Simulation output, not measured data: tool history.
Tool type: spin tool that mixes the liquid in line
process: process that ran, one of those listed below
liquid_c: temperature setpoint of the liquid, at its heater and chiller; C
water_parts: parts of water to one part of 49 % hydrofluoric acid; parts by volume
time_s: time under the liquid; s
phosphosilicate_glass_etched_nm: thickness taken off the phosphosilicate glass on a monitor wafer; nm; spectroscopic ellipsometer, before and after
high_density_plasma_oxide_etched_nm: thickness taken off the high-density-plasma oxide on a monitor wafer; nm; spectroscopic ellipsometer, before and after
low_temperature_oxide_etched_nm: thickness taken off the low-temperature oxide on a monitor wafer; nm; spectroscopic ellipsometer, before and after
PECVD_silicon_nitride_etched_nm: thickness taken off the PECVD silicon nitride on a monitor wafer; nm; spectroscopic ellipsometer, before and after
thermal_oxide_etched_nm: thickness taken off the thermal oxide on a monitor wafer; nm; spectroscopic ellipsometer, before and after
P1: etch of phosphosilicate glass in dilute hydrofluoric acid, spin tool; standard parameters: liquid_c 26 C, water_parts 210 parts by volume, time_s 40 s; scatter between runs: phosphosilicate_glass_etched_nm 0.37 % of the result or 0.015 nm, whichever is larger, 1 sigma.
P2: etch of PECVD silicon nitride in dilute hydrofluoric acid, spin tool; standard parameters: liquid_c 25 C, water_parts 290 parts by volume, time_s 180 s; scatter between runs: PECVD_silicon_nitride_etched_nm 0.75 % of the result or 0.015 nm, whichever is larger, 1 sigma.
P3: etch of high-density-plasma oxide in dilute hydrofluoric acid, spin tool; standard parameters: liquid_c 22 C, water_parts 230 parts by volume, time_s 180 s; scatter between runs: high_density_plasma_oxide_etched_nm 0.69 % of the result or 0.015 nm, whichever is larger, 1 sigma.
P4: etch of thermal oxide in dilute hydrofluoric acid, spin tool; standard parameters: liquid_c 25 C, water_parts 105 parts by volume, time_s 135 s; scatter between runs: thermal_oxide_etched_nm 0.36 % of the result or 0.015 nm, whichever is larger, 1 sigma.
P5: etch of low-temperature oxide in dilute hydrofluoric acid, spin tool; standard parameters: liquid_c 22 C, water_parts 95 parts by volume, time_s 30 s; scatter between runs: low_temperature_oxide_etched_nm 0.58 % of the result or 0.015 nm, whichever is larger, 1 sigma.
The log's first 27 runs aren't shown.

| run | hour | process | liquid_c | water_parts | time_s | hours since the thermometer was replaced | hours since the hydrofluoric acid flow meter was replaced | phosphosilicate_glass_etched_nm | high_density_plasma_oxide_etched_nm | low_temperature_oxide_etched_nm | PECVD_silicon_nitride_etched_nm | thermal_oxide_etched_nm |
|---|---|---|---|---|---|---|---|---|---|---|---|---|
| 28 | 298.9 | P4 | 25 | 105 | 135 | 85.9 | 242.9 |  |  |  |  | 5.8987 |
| 29 | 310.7 | P4 | 29 | 105 | 135 | 97.7 | 254.7 |  |  |  |  | 6.9596 |
| 30 | 317.3 | P1 | 21 | 210 | 40 | 104.3 | 261.3 | 8.9001 |  |  |  |  |
| 31 | 323.5 | P1 | 26 | 210 | 80 | 110.5 | 267.5 | 21.535 |  |  |  |  |
| 32 | 330.4 | P5 | 22 | 160 | 30 | 117.4 | 274.4 |  |  | 3.4697 |  |  |
| 33 | 340.7 | P5 | 30.5 | 95 | 30 | 127.7 | 284.7 |  |  | 8.8136 |  |  |
| 34 | 347.2 | P1 | 26 | 210 | 40 | 134.2 | 291.2 | 10.702 |  |  |  |  |
| 35 | 360.1 | P1 | 26 | 210 | 40 | 147.1 | 304.1 | 10.916 |  |  |  |  |
| 36 | 367.2 | P1 | 26 | 210 | 40 | 154.2 | 311.2 | 11.058 |  |  |  |  |

What will run 37 give?
| 37 | 375.9 | P1 | 26 | 210 | 40 | 162.9 | 319.9 | ? |  |  |  |  |

{"run 37": {"phosphosilicate_glass_etched_nm": 11.176}}
